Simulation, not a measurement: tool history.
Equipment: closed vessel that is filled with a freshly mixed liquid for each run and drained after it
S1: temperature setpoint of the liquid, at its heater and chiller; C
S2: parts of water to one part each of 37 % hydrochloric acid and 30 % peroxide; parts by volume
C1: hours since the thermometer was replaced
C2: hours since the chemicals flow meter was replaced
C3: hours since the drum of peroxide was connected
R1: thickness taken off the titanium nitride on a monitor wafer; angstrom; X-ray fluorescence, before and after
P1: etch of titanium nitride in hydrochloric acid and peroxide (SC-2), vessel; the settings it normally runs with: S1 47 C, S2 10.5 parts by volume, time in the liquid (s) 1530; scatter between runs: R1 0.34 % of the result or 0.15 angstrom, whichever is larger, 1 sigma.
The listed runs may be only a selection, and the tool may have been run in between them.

{"run": 1, "hour": 12.5, "S1": 47, "S2": 10.5, "time in the liquid (s)": 1530, "C1": 2101.4, "C2": 928.5, "C3": 281.3, "R1": 421.04}
{"run": 2, "hour": 20.8, "S1": 62.5, "S2": 10.5, "time in the liquid (s)": 340, "C1": 2109.7, "C2": 936.8, "C3": 289.6, "R1": 255.38}
{"run": 3, "hour": 27.9, "S1": 47, "S2": 4, "time in the liquid (s)": 1530, "C1": 2116.8, "C2": 943.9, "C3": 296.7, "R1": 879.39}
{"run": 4, "hour": 37.9, "S1": 47, "S2": 10.5, "time in the liquid (s)": 2440, "C1": 2126.8, "C2": 953.9, "C3": 306.7, "R1": 673.52}
{"run": 5, "hour": 49.7, "S1": 54.5, "S2": 6, "time in the liquid (s)": 1530, "C1": 2138.6, "C2": 965.7, "C3": 318.5, "R1": 1083}
{"run": 6, "hour": 63.0, "S1": 47, "S2": 10.5, "time in the liquid (s)": 195, "C1": 2151.9, "C2": 979, "C3": 331.8, "R1": 53.5}
{"run": 7, "hour": 72.3, "S1": 35, "S2": 10.5, "time in the liquid (s)": 1530, "C1": 2161.2, "C2": 988.3, "C3": 341.1, "R1": 180.25}
{"run": 8, "hour": 79.8, "S1": 47, "S2": 10.5, "time in the liquid (s)": 1530, "C1": 2168.7, "C2": 995.8, "C3": 348.6, "R1": 423.7}
{"run": 9, "hour": 95.3, "S1": 47, "S2": 10.5, "time in the liquid (s)": 1530, "C1": 2184.2, "C2": 1011.3, "C3": 364.1, "R1": 420.76}
{"hour": 101.4, "done": "chemicals flow meter replaced"}
{"run": 10, "hour": 110.1, "S1": 47, "S2": 19, "time in the liquid (s)": 1530, "C1": 2199, "C2": 8.8, "C3": 378.9, "R1": 250.91}
{"run": 11, "hour": 124.2, "S1": 47, "S2": 10.5, "time in the liquid (s)": 1530, "C1": 2213.1, "C2": 22.9, "C3": 393, "R1": 420}
{"run": 12, "hour": 131.6, "S1": 62, "S2": 10.5, "time in the liquid (s)": 1530, "C1": 2220.5, "C2": 30.3, "C3": 400.4, "R1": 1117.8}
{"run": 13, "hour": 141.0, "S1": 47, "S2": 10.5, "time in the liquid (s)": 1530, "C1": 2229.9, "C2": 39.7, "C3": 409.8, "R1": 419.9}
{"run": 14, "hour": 156.6, "S1": 47, "S2": 10.5, "time in the liquid (s)": 1530, "C1": 2245.5, "C2": 55.3, "C3": 425.4, "R1": 437.86}

The next listed run, before its measurement:
{"run": 15, "hour": 165.5, "S1": 47, "S2": 10.5, "time in the liquid (s)": 1530, "C1": 2254.4, "C2": 64.2, "C3": 434.3, "R1": "?"}

R1: 442.3 angstrom
